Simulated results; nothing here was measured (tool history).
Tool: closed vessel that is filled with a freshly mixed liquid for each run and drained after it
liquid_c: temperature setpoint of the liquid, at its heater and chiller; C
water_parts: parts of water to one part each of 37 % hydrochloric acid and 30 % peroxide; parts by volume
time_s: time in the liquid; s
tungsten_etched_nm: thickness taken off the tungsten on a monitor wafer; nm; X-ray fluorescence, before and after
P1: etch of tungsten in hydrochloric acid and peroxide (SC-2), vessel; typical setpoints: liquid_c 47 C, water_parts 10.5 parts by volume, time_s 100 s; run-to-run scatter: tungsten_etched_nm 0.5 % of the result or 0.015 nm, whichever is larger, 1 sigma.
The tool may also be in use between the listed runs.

run   hour  liquid_c  water_parts  time_s  tungsten_etched_nm
  1    7.5        47         10.5     100              21.203
  2   20.1        47         10.5     100              21.152
  3   36.5        47         10.5     100              21.406
  4   48.3      58.5         10.5     100              44.888
  5   63.8        47            4     100               44.11
  6   72.7        35         10.5      45              4.0596
  7   86.3        47         16.5     100              14.316
  8   97.2        47         10.5     100              21.218
  9  112.1        47         10.5     100              21.227
 10  126.6        35         10.5     100              9.0571
 11  139.9        47         10.5     100              21.023
 12  152.3        47         10.5      30               6.326
 13  168.1        47         10.5     200              42.053
 14  179.6        47           15      30              4.6507
 15  193.6        47         10.5     100              21.223
 16  205.8        47         10.5     100              21.638
 17  213.5        47         10.5     100              22.075
 18  226.9        47         10.5     100              22.312
 19  240.7        47         10.5     100              22.707
 20  255.4        47         10.5     100              22.945
 21  266.7        47         10.5     100              22.761
 22  283.6        47         10.5     100              23.069
 23  295.1        47         10.5     100              23.111
 24  304.4        47         10.5     100              23.077
 25  317.1        47         10.5     100              23.052
 26  330.3        47         10.5     100              23.298

Compared with where it was, what P1 gives has crept away. Each cause listed below fits the log as well as the rest, at the size given for it:
A: liquid hotter than its thermometer reads (K) = 1.35
B: chemicals flow above the setpoint (%) = 11.5
Onset of the creep was near hour 193.6.
Every other cause this tool's parts could produce, and why it does not fit the log:
peroxide weaker than its label (%): at its largest 8, which would move tungsten_etched_nm by -7.4 %, too little to match the creep or of the wrong sign

4 check runs are offered, each on 5 wafers whose results are averaged, their results left as question marks. Which one tells the causes apart?
check 1  343.5        57         10.5      55                   ?
check 2  343.5        47            4      30                   ?
check 3  343.5        47         16.5      30                   ?
check 4  343.5      58.5            7     100                   ?

Outcome of each check run for each possible cause:
  check              result    if A    if B
check 1  tungsten_etched_nm  24.482  24.598
check 2  tungsten_etched_nm  14.475  14.189
check 3  tungsten_etched_nm  4.6947  4.7192
check 4  tungsten_etched_nm  67.957  67.856
How far apart the two closest causes lie, in the result that separates them most: check 1 0.47 %; check 2 2 %; check 3 0.52 %; check 4 0.15 %
Of the check runs offered, only check 2 discriminates between the causes; the rest would read about the same regardless of which cause applies.

Running check 2 produced the following: tungsten_etched_nm 14.454 nm. Which one of the listed causes fits?

A is the cause: liquid hotter than its thermometer reads (K).
